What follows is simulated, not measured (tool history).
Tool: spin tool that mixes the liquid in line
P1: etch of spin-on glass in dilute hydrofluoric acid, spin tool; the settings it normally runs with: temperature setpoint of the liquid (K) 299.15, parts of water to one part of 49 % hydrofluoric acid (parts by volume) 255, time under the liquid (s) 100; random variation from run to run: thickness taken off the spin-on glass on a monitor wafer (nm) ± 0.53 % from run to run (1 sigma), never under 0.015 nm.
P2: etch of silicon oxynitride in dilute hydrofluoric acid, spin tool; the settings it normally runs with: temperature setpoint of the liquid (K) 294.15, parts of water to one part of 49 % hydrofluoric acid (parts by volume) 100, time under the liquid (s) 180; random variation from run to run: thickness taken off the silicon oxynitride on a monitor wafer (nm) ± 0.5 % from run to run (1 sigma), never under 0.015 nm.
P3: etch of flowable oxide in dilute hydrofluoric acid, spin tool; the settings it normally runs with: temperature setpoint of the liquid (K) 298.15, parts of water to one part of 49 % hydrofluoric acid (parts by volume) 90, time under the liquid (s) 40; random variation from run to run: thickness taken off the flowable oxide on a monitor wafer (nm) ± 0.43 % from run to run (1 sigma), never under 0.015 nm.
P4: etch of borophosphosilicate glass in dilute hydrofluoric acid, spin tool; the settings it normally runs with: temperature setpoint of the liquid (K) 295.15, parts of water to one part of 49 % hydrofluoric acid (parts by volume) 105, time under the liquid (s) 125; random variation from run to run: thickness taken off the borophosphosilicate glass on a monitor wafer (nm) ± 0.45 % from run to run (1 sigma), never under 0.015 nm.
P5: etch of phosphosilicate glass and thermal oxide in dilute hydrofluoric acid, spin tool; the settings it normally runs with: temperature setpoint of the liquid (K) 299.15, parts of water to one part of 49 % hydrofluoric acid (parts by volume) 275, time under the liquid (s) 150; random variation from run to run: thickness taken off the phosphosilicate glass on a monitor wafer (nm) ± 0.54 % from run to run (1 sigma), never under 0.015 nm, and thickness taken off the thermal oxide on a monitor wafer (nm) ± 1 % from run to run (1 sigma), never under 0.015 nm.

run   hour  process that ran  temperature setpoint of the liquid (K)  parts of water to one part of 49 % hydrofluoric acid (parts by volume)  time under the liquid (s)  thickness taken off the spin-on glass on a monitor wafer (nm)  thickness taken off the flowable oxide on a monitor wafer (nm)  thickness taken off the borophosphosilicate glass on a monitor wafer (nm)  thickness taken off the silicon oxynitride on a monitor wafer (nm)  thickness taken off the phosphosilicate glass on a monitor wafer (nm)  thickness taken off the thermal oxide on a monitor wafer (nm)
  1    6.1                P1                                  299.15                                                                     255                        100                                                         10.202
  2   14.6                P1                                  305.65                                                                     255                        100                                                         12.652
  3   25.1                P1                                  299.15                                                                     255                        100                                                         10.174
  4   30.2                P3                                  298.15                                                                      90                         80                                                                                                                         31.759
  5   41.2                P4                                  295.15                                                                     105                        125                                                                                                                                                                                                    49.763
  6   46.9                P3                                  298.15                                                                      90                         40                                                                                                                         15.802
  7   56.5                P4                                  300.65                                                                     105                        125                                                                                                                                                                                                    62.218
  8   63.8                P1                                  299.15                                                                     255                        100                                                         10.114
  9   73.9                P3                                  298.15                                                                     160                         40                                                                                                                         8.2605
 10   84.5                P1                                  299.15                                                                     255                        100                                                         10.195
 11   92.7                P4                                  295.15                                                                     185                        125                                                                                                                                                                                                    26.157
 12  100.1                P1                                  299.15                                                                     255                        190                                                          19.19
 13  107.4                P2                                  294.15                                                                     100                        330                                                                                                                                                                                                                                                                        13.672
 14  112.6                P1                                  299.15                                                                      60                        100                                                         54.757
 15  123.5                P1                                  299.15                                                                     405                        100                                                         5.5626
 16  129.3                P1                                  299.15                                                                     255                         15                                                         1.5434
 17  135.3                P1                                  302.65                                                                     460                        100                                                         5.1619
 18  140.6                P4                                  295.15                                                                     105                        210                                                                                                                                                                                                    85.067
 19  149.7                P5                                  299.15                                                                     275                        150                                                                                                                                                                                                                                                                                                                                               45.275                                                         2.3425
 20  158.7                P5                                  303.65                                                                     275                        150                                                                                                                                                                                                                                                                                                                                               52.711                                                          2.779
 21    165                P1                                  299.15                                                                     255                        100                                                         10.291
 22  170.7                P5                                  299.15                                                                      85                        150                                                                                                                                                                                                                                                                                                                                               184.34                                                         9.4929
 23  181.6                P1                                  291.65                                                                     255                        100                                                         7.7875
 24  192.6                P5                                  299.15                                                                     275                         25                                                                                                                                                                                                                                                                                                                                                7.564                                                        0.42177
 25  198.8                P3                                  305.65                                                                      90                         40                                                                                                                         20.958
 26  209.8                P1                                  294.65                                                                     445                        100                                                          4.237
 27  219.6                P5                                  299.15                                                                     275                        150                                                                                                                                                                                                                                                                                                                                                44.83                                                         2.3482
 28    229                P2                                  290.15                                                                     100                        180                                                                                                                                                                                                                                                                        6.1214
 29  235.3                P1                                  303.15                                                                     255                        160                                                         18.685
 30  243.1                P2                                  294.15                                                                     100                        180                                                                                                                                                                                                                                                                        7.3759
 31  254.3                P2                                  294.15                                                                     185                        180                                                                                                                                                                                                                                                                        3.7974
 32  264.3                P1                                  299.15                                                                     255                        100                                                         10.238
 33  274.9                P1                                  299.15                                                                     255                        100                                                         10.611
 34  279.9                P1                                  299.15                                                                     255                        100                                                         10.665
 35  291.3                P1                                  299.15                                                                     255                        100                                                         10.776
 36  302.2                P1                                  299.15                                                                     255                        100                                                         10.862
 37  307.1                P1                                  299.15                                                                     255                        100                                                         10.974
 38  317.6                P1                                  299.15                                                                     255                        100                                                         10.891
 39  325.8                P1                                  299.15                                                                     255                        100                                                         10.868
 40  336.1                P1                                  299.15                                                                     255                        100                                                         10.876
 41  345.3                P1                                  299.15                                                                     255                        100                                                         10.935

The log shows P1 creeping away from where it was. Any of the 2 causes listed here, at the size stated for it, fits the log just as well as the others:
A: liquid hotter than its thermometer reads (K) = 1.92
B: hydrofluoric acid flow above the setpoint (%) = 5.36
The creep began at about hour 264.3.

Below are 4 check runs, each on a single wafer, with their results shown as question marks. Which of them would tell the listed causes apart, meaning the causes would give clearly different results under it?
check 1  354.5                P2                                  294.15                                                                     100                        265                                                                                                                                                                                                                                                                             ?
check 2  354.5                P4                                  295.15                                                                     180                        125                                                                                                                                                                                                         ?
check 3  354.5                P5                                  303.15                                                                     275                        150                                                                                                                                                                                                                                                                                                                                                    ?                                                              ?
check 4  354.5                P3                                  301.65                                                                     155                         40                                                                                                                              ?

If the cause were each of the candidates in turn, the checks would give the following:
  check                                                                     result    if A    if B
check 1         thickness taken off the silicon oxynitride on a monitor wafer (nm)  12.032  11.603
check 2  thickness taken off the borophosphosilicate glass on a monitor wafer (nm)  28.935  28.624
check 3      thickness taken off the phosphosilicate glass on a monitor wafer (nm)  54.921  55.251
check 3              thickness taken off the thermal oxide on a monitor wafer (nm)   2.843  2.8601
check 4             thickness taken off the flowable oxide on a monitor wafer (nm)  10.372  10.301
Distance between the nearest two causes, measured in the result of the check that separates them most: check 1 3.63 %; check 2 1.08 %; check 3 0.6 %; check 4 0.69 %
The other checks would show nearly matching results whichever cause is true, so check 1 is the only one that separates the causes.

Check 1 was carried out, with these results: thickness taken off the silicon oxynitride on a monitor wafer (nm) 12.04. Which of the listed causes is responsible?

A is the cause: liquid hotter than its thermometer reads (K).
